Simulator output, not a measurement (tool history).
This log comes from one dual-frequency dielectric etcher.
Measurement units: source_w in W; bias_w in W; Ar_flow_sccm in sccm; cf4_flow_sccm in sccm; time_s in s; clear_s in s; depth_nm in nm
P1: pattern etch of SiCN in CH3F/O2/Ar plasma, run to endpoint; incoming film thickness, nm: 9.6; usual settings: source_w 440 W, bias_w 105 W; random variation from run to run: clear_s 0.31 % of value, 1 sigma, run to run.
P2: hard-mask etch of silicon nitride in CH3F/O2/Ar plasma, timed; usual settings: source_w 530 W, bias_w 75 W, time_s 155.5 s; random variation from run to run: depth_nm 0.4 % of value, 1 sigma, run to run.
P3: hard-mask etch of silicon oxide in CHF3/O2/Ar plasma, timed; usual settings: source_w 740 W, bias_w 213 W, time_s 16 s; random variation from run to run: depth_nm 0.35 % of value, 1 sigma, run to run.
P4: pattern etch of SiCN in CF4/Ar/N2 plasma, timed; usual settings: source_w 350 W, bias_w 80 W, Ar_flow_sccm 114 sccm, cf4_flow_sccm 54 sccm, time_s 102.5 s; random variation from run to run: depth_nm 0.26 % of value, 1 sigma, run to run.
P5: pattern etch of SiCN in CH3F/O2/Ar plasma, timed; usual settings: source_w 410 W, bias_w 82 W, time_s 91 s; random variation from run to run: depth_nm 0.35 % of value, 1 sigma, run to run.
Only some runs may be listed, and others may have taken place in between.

run   hour  process  source_w  bias_w  Ar_flow_sccm  cf4_flow_sccm  time_s  hours since the last wet clean  hours since the last source power generator calibration  hours since the last bias power generator calibration  clear_s  depth_nm
  1    3.7       P1       440     105                                                                   87                                                    888.4                                                  192.7   21.377
  2    7.9       P4       350      80           114             65   102.5                            91.2                                                    892.6                                                  196.9             70.096
  3   11.4       P4       350      80           114             54      62                            94.7                                                    896.1                                                  200.4             41.236
  4   14.9       P3       740     258                                   16                            98.2                                                    899.6                                                  203.9             37.864
  5   18.7       P4       350      80            88             54   102.5                             102                                                    903.4                                                  207.7             70.985
  6   24.5       P1       590     146                                                                107.8                                                    909.2                                                  213.5   16.888
  7   29.7       P2       530      53                                155.5                             113                                                    914.4                                                  218.7              108.3
  8   35.2       P3       740     213                                 21.5                           118.5                                                    919.9                                                  224.2             47.656
  9     41       P4       350     112           114             54   102.5                           124.3                                                    925.7                                                    230              77.99
 10   45.4       P2       530      75                                155.5                           128.7                                                    930.1                                                  234.4             121.37
 11   49.9       P1       440     105                                                                133.2                                                    934.6                                                  238.9    21.49
 12   54.4       P1       330      63                                                                137.7                                                    939.1                                                  243.4   28.759
 13   59.4       P5       340      82                                   91                           142.7                                                    944.1                                                  248.4             34.497
 14   65.2       P2       530      75                                 85.5                           148.5                                                    949.9                                                  254.2             67.268
 15   71.4       P3       740     213                                   16                           154.7                                                    956.1                                                  260.4             35.461
 16   75.7       P5       410      82                                133.5                             159                                                    960.4                                                  264.7             54.436
 17   80.9       P4       350      80           114             54   102.5                           164.2                                                    965.6                                                  269.9             68.198
 18     84       P4       420      80           114             54   102.5                           167.3                                                    968.7                                                    273             80.229
 19     88       P3       460     213                                   16                           171.3                                                    972.7                                                    277             29.598
      88.3  -- bias power generator calibrated
 20   92.5       P4       350      80           114             54   102.5                           175.8                                                    977.2                                                    4.2              68.48
 21   95.3       P1       550     105                                                                178.6                                                      980                                                      7   19.712
 22   99.8       P5       410      82                                   91                           183.1                                                    984.5                                                   11.5             36.901
 23  105.4       P1       440     136                                                                188.7                                                    990.1                                                   17.1   19.415
 24  109.5       P1       440     105                                                                192.8                                                    994.2                                                   21.2   21.374
 25  115.4       P2       640      75                                155.5                           198.7                                                   1000.1                                                   27.1             131.83
 26  119.3       P1       300     105                                                                202.6                                                     1004                                                     31   24.658
 27  124.8       P1       340      80                                                                208.1                                                   1009.5                                                   36.5    26.11
 28  130.9       P1       440     105                                                                214.2                                                   1015.6                                                   42.6   21.499
 29  134.1       P1       440      85                                                                217.4                                                   1018.8                                                   45.8   23.144
 30  137.7       P1       440     105                                                                  221                                                   1022.4                                                   49.4   21.485
 31  140.5       P5       410     105                                   91                           223.8                                                   1025.2                                                   52.2             40.733
 32    144       P1       440     105                                                                227.3                                                   1028.7                                                   55.7   21.481
 33  147.8       P1       440     105                                                                231.1                                                   1032.5                                                   59.5   21.413
 34  150.5       P1       440     105                                                                233.8                                                   1035.2                                                   62.2   21.313
 35  156.6       P1       440     105                                                                239.9                                                   1041.3                                                   68.3   21.252
     159.4  -- wet clean of the chamber
 36  162.4       P1       440     105                                                                  3.1                                                   1047.1                                                   74.1   21.116
 37  166.1       P1       440     105                                                                  6.8                                                   1050.8                                                   77.8   21.186
 38  171.3       P1       440     105                                                                   12                                                     1056                                                     83   21.129
 39  175.2       P1       440     105                                                                 15.9                                                   1059.9                                                   86.9   21.147
 40  179.2       P1       440     105                                                                 19.9                                                   1063.9                                                   90.9   21.156
 41  182.3       P1       440     105                                                                   23                                                     1067                                                     94   21.172

P1 no longer gives what it gave before; its output has crept away from where it was. The following 2 causes, each at its listed size, fit the log equally well:
A: bias power that arrives over what is set, % = 4.16
B: source power that arrives over what is set, % = 4.29
The drift started at roughly hour 144.
Every other cause this tool's parts could produce, and why it does not fit the log:
chamber walls in a state that raises the etch rate, %: maintenance at hour 159.4, after the shift began, did not return the process to its former output

The check runs listed below each take one wafer, and their results are still question marks. Under which run would the listed causes lead to clearly different results?
check 1  185.4       P5       410      82                                   91                                                                                                                                                                  ?
check 2  185.4       P4       350      80           114             54   102.5                                                                                                                                                                  ?
check 3  185.4       P3       740     213                                   16                                                                                                                                                                  ?
check 4  185.4       P2       530      75                                155.5                                                                                                                                                                  ?

What each check would give under each cause:
  check    result    if A    if B
check 1  depth_nm  37.577  37.608
check 2  depth_nm  69.511  70.974
check 3  depth_nm  35.928  35.999
check 4  depth_nm  123.58  123.85
Gap, in per cent, between the two causes that each check separates least, read from the result that separates them most: check 1 0.08 %; check 2 2.08 %; check 3 0.2 %; check 4 0.21 %
Check 2 tells the causes apart: in the others they would give nearly the same result.

Here is what check 2 returned: depth_nm 70.933 nm. Which cause is it?

Of the candidate causes, it is B: source power that arrives over what is set, %.

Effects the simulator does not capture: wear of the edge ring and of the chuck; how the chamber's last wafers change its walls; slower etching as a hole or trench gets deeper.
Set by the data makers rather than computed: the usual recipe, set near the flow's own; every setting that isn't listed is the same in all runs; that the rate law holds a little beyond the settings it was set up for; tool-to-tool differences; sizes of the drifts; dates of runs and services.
